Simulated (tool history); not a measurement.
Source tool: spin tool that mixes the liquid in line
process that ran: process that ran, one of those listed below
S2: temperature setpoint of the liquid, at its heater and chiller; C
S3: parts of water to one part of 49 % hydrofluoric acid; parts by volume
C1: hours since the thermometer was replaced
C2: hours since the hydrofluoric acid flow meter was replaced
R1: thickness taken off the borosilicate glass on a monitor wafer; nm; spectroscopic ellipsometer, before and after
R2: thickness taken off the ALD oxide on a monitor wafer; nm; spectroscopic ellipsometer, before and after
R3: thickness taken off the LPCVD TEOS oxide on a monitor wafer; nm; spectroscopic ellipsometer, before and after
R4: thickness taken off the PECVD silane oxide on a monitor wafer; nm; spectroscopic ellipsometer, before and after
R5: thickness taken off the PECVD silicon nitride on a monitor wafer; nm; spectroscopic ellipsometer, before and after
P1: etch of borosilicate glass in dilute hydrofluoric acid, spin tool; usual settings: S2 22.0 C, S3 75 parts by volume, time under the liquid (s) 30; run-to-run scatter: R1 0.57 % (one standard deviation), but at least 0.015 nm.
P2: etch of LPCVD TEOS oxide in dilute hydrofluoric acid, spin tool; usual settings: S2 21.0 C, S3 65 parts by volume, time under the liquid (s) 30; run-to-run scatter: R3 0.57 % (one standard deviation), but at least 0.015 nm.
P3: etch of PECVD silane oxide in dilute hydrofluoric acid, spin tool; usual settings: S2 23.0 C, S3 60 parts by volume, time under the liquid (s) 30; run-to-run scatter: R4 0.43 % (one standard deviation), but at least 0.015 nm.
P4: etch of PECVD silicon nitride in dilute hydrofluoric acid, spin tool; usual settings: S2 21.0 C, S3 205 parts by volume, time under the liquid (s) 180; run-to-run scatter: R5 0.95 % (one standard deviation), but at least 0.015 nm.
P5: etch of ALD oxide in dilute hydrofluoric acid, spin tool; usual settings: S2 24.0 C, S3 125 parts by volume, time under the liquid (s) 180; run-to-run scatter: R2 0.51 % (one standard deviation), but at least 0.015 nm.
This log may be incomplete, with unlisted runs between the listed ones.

run 1 day=0.667 | process_that_ran=P1 S2=22.0 S3=75 time_under_the_liquid_(s)=30 | C1=433.0 C2=1036.3 | R1=19.2740
run 2 day=1.000 | process_that_ran=P1 S2=22.0 S3=25 time_under_the_liquid_(s)=30 | C1=441.0 C2=1044.3 | R1=61.5760
run 3 day=1.496 | process_that_ran=P5 S2=24.0 S3=125 time_under_the_liquid_(s)=340 | C1=452.9 C2=1056.2 | R2=26.982
run 4 day=1.796 | process_that_ran=P1 S2=27.5 S3=75 time_under_the_liquid_(s)=30 | C1=460.1 C2=1063.4 | R1=24.1100
run 5 day=2.350 | process_that_ran=P2 S2=17.0 S3=65 time_under_the_liquid_(s)=30 | C1=473.4 C2=1076.7 | R3=6.0724
run 6 day=2.867 | process_that_ran=P1 S2=22.0 S3=35 time_under_the_liquid_(s)=15 | C1=485.8 C2=1089.1 | R1=21.7010
run 7 day=3.254 | process_that_ran=P1 S2=22.0 S3=75 time_under_the_liquid_(s)=30 | C1=495.1 C2=1098.4 | R1=19.3150
run 8 day=3.896 | process_that_ran=P2 S2=21.0 S3=20 time_under_the_liquid_(s)=30 | C1=510.5 C2=1113.8 | R3=24.7020
run 9 day=4.371 | process_that_ran=P1 S2=17.0 S3=75 time_under_the_liquid_(s)=30 | C1=521.9 C2=1125.2 | R1=15.5850
run 10 day=5.004 | process_that_ran=P1 S2=22.0 S3=75 time_under_the_liquid_(s)=30 | C1=537.1 C2=1140.4 | R1=19.1770
run 11 day=5.479 | process_that_ran=P2 S2=21.0 S3=65 time_under_the_liquid_(s)=15 | C1=548.5 C2=1151.8 | R3=3.5988
run 12 day=5.871 | process_that_ran=P3 S2=23.0 S3=90 time_under_the_liquid_(s)=30 | C1=557.9 C2=1161.2 | R4=8.5706
run 13 day=6.421 | process_that_ran=P5 S2=24.0 S3=80 time_under_the_liquid_(s)=180 | C1=571.1 C2=1174.4 | R2=23.676
run 14 day=6.767 | process_that_ran=P5 S2=24.0 S3=125 time_under_the_liquid_(s)=180 | C1=579.4 C2=1182.7 | R2=14.510
run 15 day=7.275 | process_that_ran=P4 S2=21.0 S3=205 time_under_the_liquid_(s)=350 | C1=591.6 C2=1194.9 | R5=5.6530
run 16 day=7.875 | process_that_ran=P4 S2=21.0 S3=205 time_under_the_liquid_(s)=180 | C1=606.0 C2=1209.3 | R5=2.9612
run 17 day=8.312 | process_that_ran=P5 S2=24.0 S3=125 time_under_the_liquid_(s)=180 | C1=616.5 C2=1219.8 | R2=14.268
run 18 day=8.729 | process_that_ran=P3 S2=23.0 S3=60 time_under_the_liquid_(s)=30 | C1=626.5 C2=1229.8 | R4=13.3360
run 19 day=9.279 | process_that_ran=P3 S2=23.0 S3=60 time_under_the_liquid_(s)=45 | C1=639.7 C2=1243.0 | R4=20.0010
run 20 day=9.767 | process_that_ran=P3 S2=18.0 S3=60 time_under_the_liquid_(s)=30 | C1=651.4 C2=1254.7 | R4=10.7810
run 21 day=10.342 | process_that_ran=P4 S2=21.0 S3=120 time_under_the_liquid_(s)=180 | C1=665.2 C2=1268.5 | R5=4.9540
run 22 day=10.925 | process_that_ran=P5 S2=17.0 S3=125 time_under_the_liquid_(s)=180 | C1=679.2 C2=1282.5 | R2=10.804
run 23 day=11.400 | process_that_ran=P4 S2=21.0 S3=205 time_under_the_liquid_(s)=180 | C1=690.6 C2=1293.9 | R5=2.9404
run 24 day=11.721 | process_that_ran=P3 S2=23.0 S3=60 time_under_the_liquid_(s)=30 | C1=698.3 C2=1301.6 | R4=13.3410
run 25 day=12.012 | process_that_ran=P2 S2=21.0 S3=65 time_under_the_liquid_(s)=30 | C1=705.3 C2=1308.6 | R3=7.2036
run 26 day=12.308 | process_that_ran=P1 S2=22.0 S3=75 time_under_the_liquid_(s)=30 | C1=712.4 C2=1315.7 | R1=19.2200
run 27 day=12.908 | process_that_ran=P1 S2=22.0 S3=75 time_under_the_liquid_(s)=55 | C1=726.8 C2=1330.1 | R1=35.0010
run 28 day=13.383 | process_that_ran=P4 S2=17.0 S3=205 time_under_the_liquid_(s)=180 | C1=738.2 C2=1341.5 | R5=2.2613
run 29 day=13.929 | process_that_ran=P1 S2=22.0 S3=75 time_under_the_liquid_(s)=30 | C1=751.3 C2=1354.6 | R1=19.1170
run 30 day=14.250 | process_that_ran=P1 S2=22.0 S3=75 time_under_the_liquid_(s)=15 | C1=759.0 C2=1362.3 | R1=9.6778
run 31 day=14.642 | process_that_ran=P1 S2=26.5 S3=130 time_under_the_liquid_(s)=30 | C1=768.4 C2=1371.7 | R1=12.3700
run 32 day=14.988 | process_that_ran=P2 S2=21.0 S3=65 time_under_the_liquid_(s)=30 | C1=776.7 C2=1380.0 | R3=7.1176
run 33 day=15.575 | process_that_ran=P1 S2=22.0 S3=75 time_under_the_liquid_(s)=30 | C1=790.8 C2=1394.1 | R1=19.2320
run 34 day=15.954 | process_that_ran=P1 S2=22.0 S3=120 time_under_the_liquid_(s)=30 | C1=799.9 C2=1403.2 | R1=11.3710
run 35 day=16.288 | process_that_ran=P1 S2=22.0 S3=75 time_under_the_liquid_(s)=30 | C1=807.9 C2=1411.2 | R1=19.2980
run 36 day=16.883 | process_that_ran=P1 S2=22.0 S3=75 time_under_the_liquid_(s)=30 | C1=822.2 C2=1425.5 | R1=18.6230
run 37 day=17.271 | process_that_ran=P1 S2=22.0 S3=75 time_under_the_liquid_(s)=30 | C1=831.5 C2=1434.8 | R1=18.2850
run 38 day=17.854 | process_that_ran=P1 S2=22.0 S3=75 time_under_the_liquid_(s)=30 | C1=845.5 C2=1448.8 | R1=18.3220
run 39 day=18.312 | process_that_ran=P1 S2=22.0 S3=75 time_under_the_liquid_(s)=30 | C1=856.5 C2=1459.8 | R1=18.0370
run 40 day=18.883 | process_that_ran=P1 S2=22.0 S3=75 time_under_the_liquid_(s)=30 | C1=870.2 C2=1473.5 | R1=17.9150
run 41 day=19.275 | process_that_ran=P1 S2=22.0 S3=75 time_under_the_liquid_(s)=30 | C1=879.6 C2=1482.9 | R1=18.0240
run 42 day=19.679 | process_that_ran=P1 S2=22.0 S3=75 time_under_the_liquid_(s)=30 | C1=889.3 C2=1492.6 | R1=17.9580
run 43 day=20.025 | process_that_ran=P1 S2=22.0 S3=75 time_under_the_liquid_(s)=30 | C1=897.6 C2=1500.9 | R1=17.7430
run 44 day=20.529 | process_that_ran=P1 S2=22.0 S3=75 time_under_the_liquid_(s)=30 | C1=909.7 C2=1513.0 | R1=17.8630

What P1 gives has crept away from where it was. These 2 causes fit the log equally well, each at the size given:
A: hydrofluoric acid flow below the setpoint (%) = 6.62
B: liquid colder than its thermometer reads (K) = 1.82
The onset of the drift is placed at about day 16.288.

The list below offers 4 check runs, each averaging the results of 3 wafers, and shows each result as a question mark. For which of them would the listed causes give clearly different results?
run check 1 day=21.033 | process_that_ran=P4 S2=21.0 S3=205 time_under_the_liquid_(s)=180 | R5=?
run check 2 day=21.033 | process_that_ran=P5 S2=24.0 S3=125 time_under_the_liquid_(s)=180 | R2=?
run check 3 day=21.033 | process_that_ran=P2 S2=21.0 S3=65 time_under_the_liquid_(s)=30 | R3=?
run check 4 day=21.033 | process_that_ran=P3 S2=23.0 S3=60 time_under_the_liquid_(s)=30 | R4=?

What each check would give under each cause:
check=check_1 result=R5 if_A=2.7544 if_B=2.6140
check=check_2 result=R2 if_A=13.245 if_B=13.344
check=check_3 result=R3 if_A=6.6710 if_B=6.6551
check=check_4 result=R4 if_A=12.3370 if_B=12.3170
Per-check spread between the two closest causes, in the result where they differ most: check 1 5.23 %; check 2 0.75 %; check 3 0.24 %; check 4 0.16 %
Only in check 1 would the causes give clearly different results; in the remaining checks their results would be nearly the same.

Running check 1 produced the following: R5 2.7484 nm. Which one of the listed causes fits?

The cause is A: hydrofluoric acid flow below the setpoint (%).

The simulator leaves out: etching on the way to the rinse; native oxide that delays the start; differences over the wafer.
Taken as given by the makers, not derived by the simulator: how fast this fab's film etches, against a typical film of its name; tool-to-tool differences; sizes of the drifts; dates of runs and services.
